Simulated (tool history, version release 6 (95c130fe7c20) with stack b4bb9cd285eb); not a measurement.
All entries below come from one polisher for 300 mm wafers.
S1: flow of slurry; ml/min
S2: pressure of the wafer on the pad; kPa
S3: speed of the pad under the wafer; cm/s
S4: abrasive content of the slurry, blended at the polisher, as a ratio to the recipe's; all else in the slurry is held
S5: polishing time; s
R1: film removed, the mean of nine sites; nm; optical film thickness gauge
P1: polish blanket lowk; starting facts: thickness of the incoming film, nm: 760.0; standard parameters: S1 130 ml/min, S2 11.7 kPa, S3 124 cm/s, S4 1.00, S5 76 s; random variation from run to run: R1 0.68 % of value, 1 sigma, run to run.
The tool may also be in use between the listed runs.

run	day	S1	S2	S3	S4	S5	R1
1	0.221	130	11.7	124	1.00	76	34.550
2	0.600	130	11.7	124	1.00	76	35.171
3	1.046	130	11.7	124	1.00	100	45.895
4	1.375	130	11.7	124	1.00	36	16.431
5	1.750	185	11.7	124	1.00	76	37.010
6	1.962	130	11.7	80	0.65	76	19.735
7	2.412	130	11.7	70	1.00	76	22.077
8	2.692	130	11.7	124	1.25	102	51.663
9	2.958	130	11.7	178	1.00	76	46.510
10	3.246	130	11.7	124	1.00	76	34.734
11	3.546	130	11.7	124	1.00	76	34.771
12	3.788	130	11.7	124	1.00	76	34.868
13	4.221	130	11.7	124	1.00	76	34.651
14	4.579	130	11.7	124	1.00	76	34.573
15	4.912	130	16.5	124	1.00	76	49.608
16	5.179	130	11.7	174	0.60	76	35.198
17	5.425	130	5.5	124	1.00	76	16.201
# day 5.492: slurry blender recalibrated
18	5.683	130	11.7	124	0.50	76	23.715
19	5.988	130	11.7	124	1.25	76	38.738
20	6.433	80	11.7	124	1.00	76	30.992
21	6.850	130	11.7	124	1.00	76	34.463
22	7.096	130	11.7	124	1.00	76	33.982
23	7.521	130	11.7	124	1.00	76	33.711
24	7.883	130	11.7	124	1.00	76	32.935
# day 8.288: slurry blender recalibrated
25	8.321	130	11.7	124	1.00	76	32.436
26	8.650	130	11.7	124	1.00	76	31.848
27	8.971	130	11.7	124	1.00	76	31.983
# day 9.396: conditioning disc replaced and pad reconditioned
28	9.425	130	11.7	124	1.00	76	32.138
# day 9.683: head pressure recalibrated
29	9.854	130	11.7	124	1.00	76	32.073
30	10.129	130	11.7	124	1.00	76	31.698
31	10.400	130	11.7	124	1.00	76	31.686
32	10.800	130	11.7	124	1.00	76	31.738

What P1 gives has crept away from where it was. These 2 causes fit the log equally well, each at the size given:
A: slurry flow missing at the pad, % = 34.1
B: removal rate lost through wear of the pad, % = 9.47
The creep began at about day 6.850.
The rest of the possible causes, and what rules out each one:
head's pressure below its setpoint, %: its service at day 9.683 followed the start of the drift and did not put the process back to its old value
abrasive missing from the slurry, %: its service at day 8.288 followed the start of the drift and did not put the process back to its old value
time polished since the conditioner stopped cutting, s: its service at day 9.396 followed the start of the drift and did not put the process back to its old value

Below are 4 check runs, each averaged over 3 wafers, with their results shown as question marks. Which of them would give clearly different results depending on which cause is behind the drift?
check 1	11.200	130	11.7	124	0.70	76	?
check 2	11.200	130	5.5	124	0.55	76	?
check 3	11.200	95	6.2	124	1.00	76	?
check 4	11.200	130	15.2	98	1.00	76	?

What each check would give under each cause:
check	result	if A	if B
check 1	R1	26.385	26.389
check 2	R1	10.814	10.815
check 3	R1	15.064	15.541
check 4	R1	33.796	33.801
Minimum pairwise separation of causes per check, each pair taken at its best-separating result: check 1 0.02 %; check 2 0.02 %; check 3 3.12 %; check 4 0.02 %
Only check 3 tells the causes apart: in the others they would give nearly the same result.

Check 3 was then run and gave: R1 15.084 nm. Which cause is it?

The correct cause is A, namely: slurry flow missing at the pad, %.
